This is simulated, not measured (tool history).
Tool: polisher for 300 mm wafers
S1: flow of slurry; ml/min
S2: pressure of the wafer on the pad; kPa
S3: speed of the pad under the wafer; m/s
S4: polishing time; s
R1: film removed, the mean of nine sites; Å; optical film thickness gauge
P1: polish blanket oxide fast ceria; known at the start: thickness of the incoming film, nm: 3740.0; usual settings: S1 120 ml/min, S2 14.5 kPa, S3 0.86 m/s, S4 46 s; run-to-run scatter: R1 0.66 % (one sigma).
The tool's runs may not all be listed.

| run | hour | S1 | S2 | S3 | S4 | R1 |
|---|---|---|---|---|---|---|
| 1 | 4.1 | 120 | 14.5 | 0.86 | 46 | 5400.1 |
| 2 | 8.7 | 85 | 14.5 | 0.86 | 46 | 4979.8 |
| 3 | 16.7 | 120 | 22.1 | 0.86 | 46 | 8291.9 |
| 4 | 24.9 | 120 | 14.5 | 0.86 | 46 | 5384.6 |
| 5 | 31.5 | 120 | 14.5 | 0.86 | 46 | 5355.0 |
| 6 | 40.4 | 120 | 14.5 | 0.86 | 46 | 5419.4 |
| 7 | 46.1 | 120 | 14.5 | 0.48 | 46 | 3010.8 |
| 8 | 53.0 | 120 | 14.5 | 0.86 | 46 | 5413.6 |
| 9 | 58.3 | 120 | 7.6 | 0.86 | 46 | 2820.6 |
| 10 | 66.3 | 120 | 14.5 | 1.24 | 46 | 7836.5 |
| 11 | 71.0 | 120 | 14.5 | 0.86 | 46 | 5400.3 |
| 12 | 75.0 | 120 | 14.5 | 0.86 | 64 | 7588.1 |
| 13 | 79.7 | 180 | 14.5 | 0.86 | 46 | 5824.2 |
| 14 | 86.9 | 120 | 14.5 | 0.86 | 31 | 3632.4 |
| 15 | 92.5 | 120 | 14.5 | 0.62 | 68 | 5779.1 |
| 16 | 96.5 | 120 | 14.5 | 0.86 | 46 | 5316.0 |
| 17 | 103.4 | 120 | 14.5 | 0.86 | 46 | 5232.9 |
| 18 | 109.5 | 120 | 14.5 | 0.86 | 46 | 5140.0 |
| 19 | 115.4 | 120 | 14.5 | 0.86 | 46 | 5096.5 |
| 20 | 122.0 | 120 | 14.5 | 0.86 | 46 | 4929.5 |
| 21 | 126.9 | 120 | 14.5 | 0.86 | 46 | 5009.4 |
| 22 | 131.6 | 120 | 14.5 | 0.86 | 46 | 4911.1 |
|  | 131.9 | worn pad replaced by a new one |
| 23 | 138.3 | 120 | 14.5 | 0.86 | 46 | 4936.1 |
| 24 | 147.4 | 120 | 14.5 | 0.86 | 46 | 4893.9 |

What P1 gives has crept away from where it was. These 2 causes fit the log equally well, each at the size given:
A: slurry flow missing at the pad, % = 31.7
B: head's pressure below its setpoint, % = 9.22
The creep began at about hour 96.5.
Why every other cause is out:
removal rate lost through wear of the pad, %: serviced at hour 131.9, which brought nothing back

4 check runs are offered, each on 3 wafers whose results are averaged, their results left as question marks. Which one tells the causes apart?
| check 1 | 156.5 | 120 | 14.5 | 0.48 | 46 | ? |
| check 2 | 156.5 | 175 | 14.5 | 0.86 | 46 | ? |
| check 3 | 156.5 | 120 | 14.5 | 0.48 | 58 | ? |
| check 4 | 156.5 | 120 | 22.1 | 0.86 | 46 | ? |

What each check would give under each cause:
| check | result | if A | if B |
|---|---|---|---|
| check 1 | R1 | 2742.4 | 2742.6 |
| check 2 | R1 | 5408.2 | 5259.9 |
| check 3 | R1 | 3457.8 | 3458.0 |
| check 4 | R1 | 7487.2 | 7487.6 |
How far apart the two closest causes lie, in the result that separates them most: check 1 0.01 %; check 2 2.78 %; check 3 0.01 %; check 4 0.01 %
Check 2 tells the causes apart: in the others they would give nearly the same result.

Then check 2 was run and gave: R1 5397.3 Å. Which cause is it?

It is A: slurry flow missing at the pad, %.

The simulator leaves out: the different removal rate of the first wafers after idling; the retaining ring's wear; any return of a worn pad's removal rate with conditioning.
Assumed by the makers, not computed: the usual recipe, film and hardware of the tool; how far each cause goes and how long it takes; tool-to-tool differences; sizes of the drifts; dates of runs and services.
